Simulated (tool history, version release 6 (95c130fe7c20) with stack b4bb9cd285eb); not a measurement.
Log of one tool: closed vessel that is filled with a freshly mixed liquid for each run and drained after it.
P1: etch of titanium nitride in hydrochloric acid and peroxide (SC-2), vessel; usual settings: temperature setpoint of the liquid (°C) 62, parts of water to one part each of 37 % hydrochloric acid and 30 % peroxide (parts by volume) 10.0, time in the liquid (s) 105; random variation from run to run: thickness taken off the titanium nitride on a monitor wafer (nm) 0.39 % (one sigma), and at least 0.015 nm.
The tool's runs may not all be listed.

run	hour	temperature setpoint of the liquid (°C)	parts of water to one part each of 37 % hydrochloric acid and 30 % peroxide (parts by volume)	time in the liquid (s)	hours since the thermometer was replaced	hours since the chemicals flow meter was replaced	hours since the drum of peroxide was connected	thickness taken off the titanium nitride on a monitor wafer (nm)
1	8.5	62	10.0	105	216.4	161.1	637.5	9.2752
2	17.4	62	10.0	105	225.3	170.0	646.4	9.3457
3	22.3	62	10.0	105	230.2	174.9	651.3	9.2129
4	29.2	62	13.5	50	237.1	181.8	658.2	3.4638
5	37.3	62	6.5	35	245.2	189.9	666.3	4.3958
# hour 41.7: thermometer replaced
6	48.1	62	10.0	105	6.5	200.7	677.1	9.3395
7	56.4	62	10.0	165	14.8	209.0	685.4	14.5740
8	65.3	62	10.0	105	23.7	217.9	694.3	9.2913
9	73.0	62	10.0	105	31.4	225.6	702.0	9.2866
10	82.0	62	18.5	105	40.4	234.6	711.0	5.4187
11	92.7	72	10.0	105	51.1	245.3	721.7	16.9270
12	100.3	62	4.0	105	58.7	252.9	729.3	18.6610
13	107.2	46	10.0	105	65.6	259.8	736.2	3.2729
14	117.8	62	10.0	45	76.2	270.4	746.8	3.9964
15	127.6	62	10.0	105	86.0	280.2	756.6	9.3101
16	134.7	62	10.0	105	93.1	287.3	763.7	9.3050
17	141.2	62	10.0	105	99.6	293.8	770.2	9.0576
18	151.9	62	10.0	105	110.3	304.5	780.9	8.7255
19	161.0	62	10.0	105	119.4	313.6	790.0	8.6100
20	168.3	62	10.0	105	126.7	320.9	797.3	8.5657
# hour 172.8: new drum of peroxide connected
21	178.4	62	10.0	105	136.8	331.0	5.7	8.4829
22	183.2	62	10.0	105	141.6	335.8	10.5	8.5627
23	193.9	62	10.0	105	152.3	346.5	21.2	8.5021

What P1 gives has crept away from where it was. These 2 causes fit the log equally well, each at the size given:
A: liquid colder than its thermometer reads (K) = 1.46
B: chemicals flow below the setpoint (%) = 10.2
The creep began at about hour 134.7.
Why every other cause is out:
peroxide weaker than its label (%): serviced at hour 172.8, which brought nothing back

4 check runs are offered, each on 2 wafers whose results are averaged, their results left as question marks. Which one tells the causes apart?
check 1	204.6	54.5	16.0	105				?
check 2	204.6	62.0	14.0	165				?
check 3	204.6	46.5	4.0	105				?
check 4	204.6	62.0	17.5	105				?

What each check would give under each cause:
check	result	if A	if B
check 1	thickness taken off the titanium nitride on a monitor wafer (nm)	3.5042	3.5005
check 2	thickness taken off the titanium nitride on a monitor wafer (nm)	10.0090	9.9706
check 3	thickness taken off the titanium nitride on a monitor wafer (nm)	6.1466	6.3148
check 4	thickness taken off the titanium nitride on a monitor wafer (nm)	5.2261	5.1939
How far apart the two closest causes lie, in the result that separates them most: check 1 0.11 %; check 2 0.38 %; check 3 2.7 %; check 4 0.62 %
Only check 3 tells the causes apart: in the others they would give nearly the same result.

Check 3 was then run and gave: thickness taken off the titanium nitride on a monitor wafer (nm) 6.2859. Which cause is it?

It is B: chemicals flow below the setpoint (%).
